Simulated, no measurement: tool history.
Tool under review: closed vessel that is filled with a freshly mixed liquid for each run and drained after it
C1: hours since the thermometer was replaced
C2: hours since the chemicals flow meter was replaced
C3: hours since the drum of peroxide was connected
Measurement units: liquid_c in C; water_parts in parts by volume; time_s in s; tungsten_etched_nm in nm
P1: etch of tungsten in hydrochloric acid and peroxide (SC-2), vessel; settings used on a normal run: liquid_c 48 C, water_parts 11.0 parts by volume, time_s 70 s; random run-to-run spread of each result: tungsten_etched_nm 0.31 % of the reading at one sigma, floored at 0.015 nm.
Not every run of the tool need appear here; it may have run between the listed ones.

{"run": 1, "hour": 3.3, "liquid_c": 48, "water_parts": 11.0, "time_s": 70, "C1": 367.1, "C2": 1100.8, "C3": 419.7, "tungsten_etched_nm": 12.903}
{"run": 2, "hour": 9.6, "liquid_c": 48, "water_parts": 11.0, "time_s": 125, "C1": 373.4, "C2": 1107.1, "C3": 426.0, "tungsten_etched_nm": 23.081}
{"run": 3, "hour": 15.4, "liquid_c": 48, "water_parts": 11.0, "time_s": 70, "C1": 379.2, "C2": 1112.9, "C3": 431.8, "tungsten_etched_nm": 12.851}
{"run": 4, "hour": 19.4, "liquid_c": 48, "water_parts": 11.0, "time_s": 70, "C1": 383.2, "C2": 1116.9, "C3": 435.8, "tungsten_etched_nm": 12.875}
{"run": 5, "hour": 22.5, "liquid_c": 48, "water_parts": 4.0, "time_s": 70, "C1": 386.3, "C2": 1120.0, "C3": 438.9, "tungsten_etched_nm": 27.811}
{"run": 6, "hour": 26.9, "liquid_c": 48, "water_parts": 7.0, "time_s": 30, "C1": 390.7, "C2": 1124.4, "C3": 443.3, "tungsten_etched_nm": 7.9548}
{"run": 7, "hour": 33.2, "liquid_c": 48, "water_parts": 18.5, "time_s": 70, "C1": 397.0, "C2": 1130.7, "C3": 449.6, "tungsten_etched_nm": 8.1921}
{"run": 8, "hour": 37.5, "liquid_c": 35, "water_parts": 11.0, "time_s": 70, "C1": 401.3, "C2": 1135.0, "C3": 453.9, "tungsten_etched_nm": 5.1385}
{"run": 9, "hour": 41.7, "liquid_c": 59, "water_parts": 11.0, "time_s": 70, "C1": 405.5, "C2": 1139.2, "C3": 458.1, "tungsten_etched_nm": 26.492}
{"run": 10, "hour": 45.4, "liquid_c": 48, "water_parts": 11.0, "time_s": 70, "C1": 409.2, "C2": 1142.9, "C3": 461.8, "tungsten_etched_nm": 12.854}
{"hour": 49.2, "done": "new drum of peroxide connected"}
{"run": 11, "hour": 49.9, "liquid_c": 48, "water_parts": 11.0, "time_s": 70, "C1": 413.7, "C2": 1147.4, "C3": 0.8, "tungsten_etched_nm": 12.884}
{"run": 12, "hour": 53.8, "liquid_c": 48, "water_parts": 11.0, "time_s": 35, "C1": 417.6, "C2": 1151.3, "C3": 4.7, "tungsten_etched_nm": 6.4493}
{"hour": 54.0, "done": "chemicals flow meter replaced"}
{"run": 13, "hour": 60.6, "liquid_c": 48, "water_parts": 11.0, "time_s": 70, "C1": 424.4, "C2": 6.6, "C3": 11.5, "tungsten_etched_nm": 12.866}

What will run 14 give?
{"run": 14, "hour": 66.6, "liquid_c": 48, "water_parts": 11.0, "time_s": 70, "C1": 430.4, "C2": 12.6, "C3": 17.5, "tungsten_etched_nm": "?"}

{"run 14": {"tungsten_etched_nm": 12.907}}
